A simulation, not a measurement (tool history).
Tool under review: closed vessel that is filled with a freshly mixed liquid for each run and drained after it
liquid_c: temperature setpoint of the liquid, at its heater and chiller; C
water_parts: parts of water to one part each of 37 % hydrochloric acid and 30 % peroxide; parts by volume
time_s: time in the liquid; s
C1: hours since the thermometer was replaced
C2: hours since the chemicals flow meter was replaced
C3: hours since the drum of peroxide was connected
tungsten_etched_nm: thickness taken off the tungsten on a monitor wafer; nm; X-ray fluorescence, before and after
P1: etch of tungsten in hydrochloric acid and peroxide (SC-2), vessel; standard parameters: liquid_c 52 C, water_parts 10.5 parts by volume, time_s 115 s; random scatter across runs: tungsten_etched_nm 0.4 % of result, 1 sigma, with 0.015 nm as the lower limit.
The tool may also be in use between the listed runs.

{"run": 1, "hour": 8.1, "liquid_c": 52, "water_parts": 10.5, "time_s": 115, "C1": 1545.2, "C2": 185.7, "C3": 39.2, "tungsten_etched_nm": 47.184}
{"run": 2, "hour": 20.5, "liquid_c": 52, "water_parts": 10.5, "time_s": 115, "C1": 1557.6, "C2": 198.1, "C3": 51.6, "tungsten_etched_nm": 47.137}
{"run": 3, "hour": 26.6, "liquid_c": 64.5, "water_parts": 10.5, "time_s": 115, "C1": 1563.7, "C2": 204.2, "C3": 57.7, "tungsten_etched_nm": 103.44}
{"run": 4, "hour": 32.9, "liquid_c": 52, "water_parts": 18.5, "time_s": 115, "C1": 1570, "C2": 210.5, "C3": 64, "tungsten_etched_nm": 28.689}
{"hour": 35.7, "done": "chemicals flow meter replaced"}
{"run": 5, "hour": 44.2, "liquid_c": 39, "water_parts": 10.5, "time_s": 115, "C1": 1581.3, "C2": 8.6, "C3": 75.3, "tungsten_etched_nm": 19.269}
{"run": 6, "hour": 55.4, "liquid_c": 44.5, "water_parts": 17, "time_s": 115, "C1": 1592.5, "C2": 19.8, "C3": 86.5, "tungsten_etched_nm": 18.621}
{"run": 7, "hour": 65.3, "liquid_c": 52, "water_parts": 10.5, "time_s": 115, "C1": 1602.4, "C2": 29.7, "C3": 96.4, "tungsten_etched_nm": 47.015}
{"run": 8, "hour": 74.5, "liquid_c": 52, "water_parts": 4, "time_s": 115, "C1": 1611.6, "C2": 38.9, "C3": 105.6, "tungsten_etched_nm": 97.909}
{"run": 9, "hour": 82.0, "liquid_c": 52, "water_parts": 10.5, "time_s": 115, "C1": 1619.1, "C2": 46.4, "C3": 113.1, "tungsten_etched_nm": 47.095}
{"run": 10, "hour": 93.1, "liquid_c": 52, "water_parts": 10.5, "time_s": 30, "C1": 1630.2, "C2": 57.5, "C3": 124.2, "tungsten_etched_nm": 12.327}
{"run": 11, "hour": 103.7, "liquid_c": 52, "water_parts": 10.5, "time_s": 115, "C1": 1640.8, "C2": 68.1, "C3": 134.8, "tungsten_etched_nm": 47.089}
{"run": 12, "hour": 114.6, "liquid_c": 52, "water_parts": 10.5, "time_s": 200, "C1": 1651.7, "C2": 79, "C3": 145.7, "tungsten_etched_nm": 82.433}

Run 13 is up next; what results do you expect?
{"run": 13, "hour": 121.5, "liquid_c": 52, "water_parts": 10.5, "time_s": 115, "C1": 1658.6, "C2": 85.9, "C3": 152.6, "tungsten_etched_nm": "?"}

tungsten_etched_nm: 47.013 nm

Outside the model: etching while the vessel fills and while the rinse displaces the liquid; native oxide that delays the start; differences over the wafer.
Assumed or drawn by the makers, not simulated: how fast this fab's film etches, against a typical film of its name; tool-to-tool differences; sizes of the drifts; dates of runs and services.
